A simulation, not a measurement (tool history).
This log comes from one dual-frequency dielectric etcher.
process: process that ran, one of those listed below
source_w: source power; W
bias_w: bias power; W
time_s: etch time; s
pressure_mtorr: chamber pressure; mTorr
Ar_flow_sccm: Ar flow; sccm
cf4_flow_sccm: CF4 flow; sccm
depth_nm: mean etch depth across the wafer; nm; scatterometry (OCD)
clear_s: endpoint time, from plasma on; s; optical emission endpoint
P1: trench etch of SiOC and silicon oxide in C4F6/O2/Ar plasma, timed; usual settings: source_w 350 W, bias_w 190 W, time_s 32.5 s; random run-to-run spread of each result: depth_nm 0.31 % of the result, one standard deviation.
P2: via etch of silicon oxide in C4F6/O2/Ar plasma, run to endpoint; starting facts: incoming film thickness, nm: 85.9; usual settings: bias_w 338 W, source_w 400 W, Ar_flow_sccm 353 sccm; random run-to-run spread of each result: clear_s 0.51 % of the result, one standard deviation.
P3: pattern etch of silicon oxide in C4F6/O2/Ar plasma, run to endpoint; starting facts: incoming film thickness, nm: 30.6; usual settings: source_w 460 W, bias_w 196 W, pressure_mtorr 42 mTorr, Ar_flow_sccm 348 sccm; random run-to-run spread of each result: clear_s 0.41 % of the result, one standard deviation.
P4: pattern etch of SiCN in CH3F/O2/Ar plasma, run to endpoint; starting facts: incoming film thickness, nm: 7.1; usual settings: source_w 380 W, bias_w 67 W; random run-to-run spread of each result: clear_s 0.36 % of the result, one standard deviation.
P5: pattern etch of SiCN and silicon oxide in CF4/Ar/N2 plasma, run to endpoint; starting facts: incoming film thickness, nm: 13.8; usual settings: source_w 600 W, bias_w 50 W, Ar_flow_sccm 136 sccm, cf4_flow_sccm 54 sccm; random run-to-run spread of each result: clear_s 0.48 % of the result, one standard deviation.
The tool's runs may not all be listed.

run,hour,process,source_w,bias_w,time_s,pressure_mtorr,Ar_flow_sccm,cf4_flow_sccm,hours since the last wet clean,hours since the last source power generator calibration,hours since the last bias power generator calibration,depth_nm,clear_s
1,8,P1,350,190,32.5,,,,446.7,1037.3,1042.7,60.646,
2,12.9,P3,460,196,,42,441,,451.6,1042.2,1047.6,,9.6629
3,20.7,P1,490,190,18.5,,,,459.4,1050,1055.4,39.229,
4,26.1,P2,400,201,,,353,,464.8,1055.4,1060.8,,25.771
5,31.2,P1,350,190,32.5,,,,469.9,1060.5,1065.9,60.821,
6,38.1,P5,600,50,,,136,54,476.8,1067.4,1072.8,,15.423
7,43.1,P3,580,196,,42,348,,481.8,1072.4,1077.8,,8.6296
8,50.1,P1,350,190,32.5,,,,488.8,1079.4,1084.8,60.558,
9,55.2,P1,480,264,32.5,,,,493.9,1084.5,1089.9,76.268,
10,60.8,P1,350,190,40.5,,,,499.5,1090.1,1095.5,75.664,
11,64.8,P2,400,338,,,353,,503.5,1094.1,1099.5,,21.789
12,69.2,P5,600,50,,,136,42,507.9,1098.5,1103.9,,16.217
13,74.5,P5,600,50,,,192,54,513.2,1103.8,1109.2,,16.481
14,80.9,P4,520,67,,,,,519.6,1110.2,1115.6,,17.812
15,87.3,P1,350,190,32.5,,,,526,1116.6,1122,60.321,
16,94.1,P3,460,142,,42,348,,532.8,1123.4,1128.8,,10.376
17,101,P1,350,190,18,,,,539.7,1130.3,1135.7,33.62,
18,105.5,P5,600,64,,,136,54,544.2,1134.8,1140.2,,14.269
19,110.8,P1,350,254,32.5,,,,549.5,1140.1,1145.5,66.912,
20,117.6,P2,400,338,,,479,,556.3,1146.9,1152.3,,22.653
21,124.7,P4,380,89,,,,,563.4,1154,1159.4,,18.314
22,132,P1,270,190,32.5,,,,570.7,1161.3,1166.7,54.826,
23,138.8,P1,350,190,32.5,,,,577.5,1168.1,1173.5,60.473,
24,146.6,P3,460,196,,25,348,,585.3,1175.9,1181.3,,8.8717
25,151.4,P3,460,196,,42,348,,590.1,1180.7,1186.1,,9.4351
# hour 157.1: bias power generator calibrated
26,157.1,P4,380,67,,,,,595.8,1186.4,0.1,,20.12
27,160.7,P1,350,113,32.5,,,,599.4,1190,3.7,51.654,
28,168.7,P2,550,338,,,353,,607.4,1198,11.7,,19.126

Run 29, settings as shown, results not yet in. Your forecast:
29,176.1,P1,430,190,32.5,,,,614.8,1205.4,19.1,?,

{"run 29": {"depth_nm": 65.476}}
